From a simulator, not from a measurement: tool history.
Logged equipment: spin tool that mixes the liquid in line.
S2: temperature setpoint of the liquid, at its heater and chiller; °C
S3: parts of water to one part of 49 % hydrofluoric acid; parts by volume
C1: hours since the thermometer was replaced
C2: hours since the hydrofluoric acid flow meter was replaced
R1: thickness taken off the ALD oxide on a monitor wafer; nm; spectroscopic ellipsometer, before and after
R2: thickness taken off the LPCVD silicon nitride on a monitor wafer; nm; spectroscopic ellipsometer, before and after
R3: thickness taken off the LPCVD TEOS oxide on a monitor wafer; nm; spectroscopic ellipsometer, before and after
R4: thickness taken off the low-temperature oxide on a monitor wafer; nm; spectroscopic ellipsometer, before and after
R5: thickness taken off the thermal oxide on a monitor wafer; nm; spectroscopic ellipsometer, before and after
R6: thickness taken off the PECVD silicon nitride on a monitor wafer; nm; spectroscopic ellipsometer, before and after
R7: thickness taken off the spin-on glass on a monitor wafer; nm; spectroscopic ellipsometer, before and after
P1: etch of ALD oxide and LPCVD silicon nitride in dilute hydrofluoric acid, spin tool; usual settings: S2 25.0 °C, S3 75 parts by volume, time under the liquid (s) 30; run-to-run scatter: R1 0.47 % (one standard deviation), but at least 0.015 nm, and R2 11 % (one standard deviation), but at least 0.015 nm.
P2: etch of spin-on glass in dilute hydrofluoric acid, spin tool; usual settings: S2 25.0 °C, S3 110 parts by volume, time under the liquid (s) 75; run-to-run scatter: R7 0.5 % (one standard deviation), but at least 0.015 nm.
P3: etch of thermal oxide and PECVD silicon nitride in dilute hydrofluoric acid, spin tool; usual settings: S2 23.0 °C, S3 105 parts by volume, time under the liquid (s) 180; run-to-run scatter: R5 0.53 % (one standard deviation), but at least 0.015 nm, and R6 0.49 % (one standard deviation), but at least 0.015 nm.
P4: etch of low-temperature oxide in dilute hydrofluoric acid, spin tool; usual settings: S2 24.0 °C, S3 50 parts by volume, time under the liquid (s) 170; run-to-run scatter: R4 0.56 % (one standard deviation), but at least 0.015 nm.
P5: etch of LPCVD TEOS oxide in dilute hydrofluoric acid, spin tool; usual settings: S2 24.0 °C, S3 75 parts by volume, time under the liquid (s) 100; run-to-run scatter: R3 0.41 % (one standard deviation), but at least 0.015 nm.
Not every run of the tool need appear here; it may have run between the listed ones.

run 1 day=0.371 | process_that_ran=P1 S2=25.0 S3=75 time_under_the_liquid_(s)=30 | C1=1674.3 C2=347.5 | R1=6.3327 R2=0.258920
run 2 day=0.658 | process_that_ran=P5 S2=29.0 S3=75 time_under_the_liquid_(s)=100 | C1=1681.2 C2=354.4 | R3=43.612
run 3 day=0.975 | process_that_ran=P4 S2=24.0 S3=50 time_under_the_liquid_(s)=170 | C1=1688.8 C2=362.0 | R4=58.733
run 4 day=1.288 | process_that_ran=P1 S2=25.0 S3=135 time_under_the_liquid_(s)=55 | C1=1696.3 C2=369.5 | R1=5.9905 R2=0.292260
run 5 day=1.562 | process_that_ran=P4 S2=24.0 S3=50 time_under_the_liquid_(s)=170 | C1=1702.9 C2=376.1 | R4=59.375
run 6 day=1.888 | process_that_ran=P3 S2=18.0 S3=105 time_under_the_liquid_(s)=180 | C1=1710.7 C2=383.9 | R5=6.55170 R6=4.14790
run 7 day=2.246 | process_that_ran=P1 S2=25.0 S3=125 time_under_the_liquid_(s)=30 | C1=1719.3 C2=392.5 | R1=3.5556 R2=0.139480
run 8 day=2.450 | process_that_ran=P4 S2=24.0 S3=80 time_under_the_liquid_(s)=170 | C1=1724.2 C2=397.4 | R4=35.329
run 9 day=2.704 | process_that_ran=P5 S2=24.0 S3=75 time_under_the_liquid_(s)=100 | C1=1730.3 C2=403.5 | R3=36.134
run 10 day=3.054 | process_that_ran=P1 S2=25.0 S3=75 time_under_the_liquid_(s)=30 | C1=1738.7 C2=411.9 | R1=6.3405 R2=0.174240
run 11 day=3.492 | process_that_ran=P1 S2=25.0 S3=75 time_under_the_liquid_(s)=60 | C1=1749.2 C2=422.4 | R1=12.7610 R2=0.354190
run 12 day=3.862 | process_that_ran=P4 S2=20.0 S3=50 time_under_the_liquid_(s)=170 | C1=1758.1 C2=431.3 | R4=50.286
run 13 day=4.058 | process_that_ran=P2 S2=30.5 S3=110 time_under_the_liquid_(s)=75 | C1=1762.8 C2=436.0 | R7=41.136
run 14 day=4.258 | process_that_ran=P3 S2=23.0 S3=35 time_under_the_liquid_(s)=180 | C1=1767.6 C2=440.8 | R5=26.32800 R6=17.22300
run 15 day=4.500 | process_that_ran=P1 S2=18.5 S3=75 time_under_the_liquid_(s)=30 | C1=1773.4 C2=446.6 | R1=4.9076 R2=0.117000
run 16 day=4.833 | process_that_ran=P2 S2=25.0 S3=110 time_under_the_liquid_(s)=75 | C1=1781.4 C2=454.6 | R7=33.474
run 17 day=5.088 | process_that_ran=P1 S2=25.0 S3=75 time_under_the_liquid_(s)=30 | C1=1787.5 C2=460.7 | R1=6.3322 R2=0.181440
run 18 day=5.371 | process_that_ran=P1 S2=25.0 S3=75 time_under_the_liquid_(s)=15 | C1=1794.3 C2=467.5 | R1=3.1776 R2=0.091397
run 19 day=5.758 | process_that_ran=P1 S2=25.0 S3=45 time_under_the_liquid_(s)=30 | C1=1803.6 C2=476.8 | R1=11.0340 R2=0.388830
-- day=5.817 thermometer replaced
run 20 day=6.083 | process_that_ran=P5 S2=24.0 S3=30 time_under_the_liquid_(s)=100 | C1=6.5 C2=484.6 | R3=95.146
run 21 day=6.462 | process_that_ran=P1 S2=25.0 S3=110 time_under_the_liquid_(s)=45 | C1=15.6 C2=493.7 | R1=6.1693 R2=0.162840
run 22 day=6.825 | process_that_ran=P2 S2=25.0 S3=110 time_under_the_liquid_(s)=110 | C1=24.3 C2=502.4 | R7=48.565
run 23 day=7.162 | process_that_ran=P1 S2=25.0 S3=75 time_under_the_liquid_(s)=30 | C1=32.4 C2=510.5 | R1=6.3439 R2=0.278470
run 24 day=7.454 | process_that_ran=P2 S2=25.0 S3=20 time_under_the_liquid_(s)=75 | C1=39.4 C2=517.5 | R7=205.760
run 25 day=7.738 | process_that_ran=P3 S2=23.0 S3=105 time_under_the_liquid_(s)=15 | C1=46.2 C2=524.3 | R5=0.69165 R6=0.48097
run 26 day=8.096 | process_that_ran=P3 S2=23.0 S3=105 time_under_the_liquid_(s)=180 | C1=54.8 C2=532.9 | R5=8.05490 R6=5.84050
run 27 day=8.333 | process_that_ran=P3 S2=23.0 S3=105 time_under_the_liquid_(s)=180 | C1=60.5 C2=538.6 | R5=8.06690 R6=5.85400
run 28 day=8.783 | process_that_ran=P4 S2=24.0 S3=50 time_under_the_liquid_(s)=265 | C1=71.3 C2=549.4 | R4=92.797
run 29 day=9.121 | process_that_ran=P1 S2=30.0 S3=75 time_under_the_liquid_(s)=30 | C1=79.4 C2=557.5 | R1=7.6837 R2=0.305750
run 30 day=9.512 | process_that_ran=P5 S2=24.0 S3=75 time_under_the_liquid_(s)=175 | C1=88.8 C2=566.9 | R3=62.835
run 31 day=9.862 | process_that_ran=P1 S2=25.0 S3=75 time_under_the_liquid_(s)=30 | C1=97.2 C2=575.3 | R1=6.3587 R2=0.262910
run 32 day=10.100 | process_that_ran=P5 S2=24.0 S3=75 time_under_the_liquid_(s)=100 | C1=102.9 C2=581.0 | R3=35.815
run 33 day=10.367 | process_that_ran=P2 S2=25.0 S3=110 time_under_the_liquid_(s)=75 | C1=109.3 C2=587.4 | R7=33.408
run 34 day=10.679 | process_that_ran=P1 S2=25.0 S3=75 time_under_the_liquid_(s)=30 | C1=116.8 C2=594.9 | R1=6.3089 R2=0.218500
run 35 day=11.008 | process_that_ran=P1 S2=25.0 S3=75 time_under_the_liquid_(s)=30 | C1=124.7 C2=602.8 | R1=6.5070 R2=0.191520
run 36 day=11.458 | process_that_ran=P1 S2=25.0 S3=75 time_under_the_liquid_(s)=30 | C1=135.5 C2=613.6 | R1=6.6613 R2=0.228280
run 37 day=11.892 | process_that_ran=P1 S2=25.0 S3=75 time_under_the_liquid_(s)=30 | C1=145.9 C2=624.0 | R1=6.6999 R2=0.263760
run 38 day=12.150 | process_that_ran=P1 S2=25.0 S3=75 time_under_the_liquid_(s)=30 | C1=152.1 C2=630.2 | R1=6.7155 R2=0.247060
run 39 day=12.446 | process_that_ran=P1 S2=25.0 S3=75 time_under_the_liquid_(s)=30 | C1=159.2 C2=637.3 | R1=6.7221 R2=0.248250
run 40 day=12.879 | process_that_ran=P1 S2=25.0 S3=75 time_under_the_liquid_(s)=30 | C1=169.6 C2=647.7 | R1=6.7293 R2=0.259750

Compared with where it was, what P1 gives has crept away. Each cause listed below fits the log as well as the rest, at the size given for it:
A: hydrofluoric acid flow above the setpoint (%) = 5.64
B: liquid hotter than its thermometer reads (K) = 1.52
The drift started at roughly day 10.679.

Of the 4 check runs listed below, each run on one wafer and each result written as a question mark, which would let you distinguish the listed causes because they would give clearly different results?
run check 1 day=13.312 | process_that_ran=P2 S2=25.0 S3=110 time_under_the_liquid_(s)=75 | R7=?
run check 2 day=13.312 | process_that_ran=P3 S2=23.0 S3=105 time_under_the_liquid_(s)=180 | R5=? R6=?
run check 3 day=13.312 | process_that_ran=P5 S2=24.0 S3=75 time_under_the_liquid_(s)=100 | R3=?
run check 4 day=13.312 | process_that_ran=P4 S2=24.0 S3=50 time_under_the_liquid_(s)=170 | R4=?

How each check would come out, cause by cause:
check=check_1 result=R7 if_A=35.589 if_B=35.471
check=check_2 result=R5 if_A=8.56840 if_B=8.55570
check=check_2 result=R6 if_A=6.21590 if_B=6.50920
check=check_3 result=R3 if_A=38.087 if_B=38.126
check=check_4 result=R4 if_A=62.768 if_B=63.004
Smallest distance between any two causes, each pair judged by its most separating result, in per cent: check 1 0.33 %; check 2 4.61 %; check 3 0.1 %; check 4 0.38 %
Of the check runs offered, only check 2 discriminates between the causes; the rest would read about the same regardless of which cause applies.

Check 2 was then run and gave: R5 8.54670 nm; R6 6.21990 nm. Which cause is it?

The cause is A: hydrofluoric acid flow above the setpoint (%).
